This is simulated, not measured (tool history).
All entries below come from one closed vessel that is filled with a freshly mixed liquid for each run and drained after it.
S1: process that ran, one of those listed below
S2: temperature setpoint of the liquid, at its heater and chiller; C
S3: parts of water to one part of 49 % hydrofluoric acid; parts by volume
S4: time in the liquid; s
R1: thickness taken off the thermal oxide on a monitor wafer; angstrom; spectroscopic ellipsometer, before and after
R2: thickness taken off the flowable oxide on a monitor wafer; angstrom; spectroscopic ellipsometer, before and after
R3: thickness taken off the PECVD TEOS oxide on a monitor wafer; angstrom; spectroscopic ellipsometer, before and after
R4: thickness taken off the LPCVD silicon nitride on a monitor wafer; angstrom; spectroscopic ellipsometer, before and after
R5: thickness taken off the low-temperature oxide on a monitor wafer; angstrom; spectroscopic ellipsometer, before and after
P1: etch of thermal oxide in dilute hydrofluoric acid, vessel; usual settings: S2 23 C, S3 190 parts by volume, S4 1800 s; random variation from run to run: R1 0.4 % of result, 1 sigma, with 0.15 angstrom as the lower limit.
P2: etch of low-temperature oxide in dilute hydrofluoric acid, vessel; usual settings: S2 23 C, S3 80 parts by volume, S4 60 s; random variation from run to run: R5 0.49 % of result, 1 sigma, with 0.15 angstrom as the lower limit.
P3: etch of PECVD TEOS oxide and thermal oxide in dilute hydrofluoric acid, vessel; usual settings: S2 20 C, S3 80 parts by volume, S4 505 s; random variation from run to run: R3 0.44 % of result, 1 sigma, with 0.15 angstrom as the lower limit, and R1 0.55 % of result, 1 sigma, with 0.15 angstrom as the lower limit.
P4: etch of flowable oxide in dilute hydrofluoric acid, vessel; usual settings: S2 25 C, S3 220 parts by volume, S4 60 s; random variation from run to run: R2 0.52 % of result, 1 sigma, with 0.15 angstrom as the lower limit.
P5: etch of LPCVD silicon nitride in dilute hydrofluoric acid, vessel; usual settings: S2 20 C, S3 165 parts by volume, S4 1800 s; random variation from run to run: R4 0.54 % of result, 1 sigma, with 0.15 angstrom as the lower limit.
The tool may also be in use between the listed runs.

run	hour	S1	S2	S3	S4	R1	R2	R3	R4	R5
1	6.7	P1	23	190	1800	357.58				
2	12.7	P1	17.5	190	1800	288.36				
3	24.1	P4	32	220	60		122.79			
4	34.2	P3	26	80	505	324.74		671.81		
5	40	P4	25	135	60		174.68			
6	49.4	P5	20	165	1800				45.522	
7	55.5	P3	20	40	505	535.4		1109.4		
8	62.2	P5	28	165	1800				75.304	
9	68.4	P3	20	80	505	253.77		525.91		
10	76.1	P3	20	80	30	15.049		31.124		
11	83.2	P5	20	295	1800				25.913	
12	92.6	P4	25	220	60		96.137			
13	105.3	P1	29	105	1800	894.57				
14	111.3	P4	25	220	30		48.237			
15	116.9	P2	27.5	80	60					135.23
16	125.7	P1	23	190	1800	357.6				
17	131.5	P4	25	220	60		96.175			
18	143.8	P1	23	190	1800	353.91				
19	150.1	P1	23	190	2910	575.71				
20	158.2	P1	23	190	1800	355.99				
21	170.1	P1	23	190	1800	359.82				
22	177.4	P1	23	95	1800	789.13				
23	189.6	P1	23	305	1800	197.98				
24	196.8	P5	20	165	2850				71.483	
25	206.5	P1	27	100	1800	884.66				
26	218.3	P1	27	190	1800	411.61				
27	229.5	P2	23	135	60					62.334
28	240.4	P5	20	165	1800				44.906	
29	247.5	P1	23	190	905	178.57				
30	254.6	P2	23	80	30					56.007
31	260.4	P2	23	80	60					111.17
32	269	P1	23	190	1800	357.52				
33	277.4	P1	23	190	1800	365.35				
34	285.4	P1	23	190	1800	373.2				
35	292.8	P1	23	190	1800	374.9				
36	302.6	P1	23	190	1800	375.96				
37	313.1	P1	23	190	1800	379.08				
38	319.7	P1	23	190	1800	381.38				
39	330.5	P1	23	190	1800	379.12				
40	337.9	P1	23	190	1800	379.69				
41	344.8	P1	23	190	1800	384.01				
42	352.3	P1	23	190	1800	380.1				

P1 no longer gives what it gave before; its output has crept away from where it was. The following 2 causes, each at its listed size, fit the log equally well:
A: hydrofluoric acid flow above the setpoint (%) = 5.47
B: liquid hotter than its thermometer reads (K) = 1.72
The gradual shift began around hour 269.

Which of the 4 check runs listed below separates the causes, so that each cause would produce a clearly different result? Each run uses one wafer, and its results are marked with question marks.
check 1	359.8	P5	20	285	1800				?	
check 2	359.8	P2	26	80	60					?
check 3	359.8	P4	32	220	60		?			
check 4	359.8	P3	24.5	80	290	?		?		

What each check would give under each cause:
check	result	if A	if B
check 1	R4	28.065	29.72
check 2	R5	133.79	134.96
check 3	R2	131.39	129.96
check 4	R1	186.47	188.3
check 4	R3	386.2	389.98
Smallest distance between any two causes, each pair judged by its most separating result, in per cent: check 1 5.73 %; check 2 0.87 %; check 3 1.1 %; check 4 0.97 %
Of the check runs offered, only check 1 discriminates between the causes; the rest would read about the same regardless of which cause applies.

With check 1 done, the readings were: R4 29.564 angstrom. Identify which of the listed causes applies.

Of the candidate causes, it is B: liquid hotter than its thermometer reads (K).

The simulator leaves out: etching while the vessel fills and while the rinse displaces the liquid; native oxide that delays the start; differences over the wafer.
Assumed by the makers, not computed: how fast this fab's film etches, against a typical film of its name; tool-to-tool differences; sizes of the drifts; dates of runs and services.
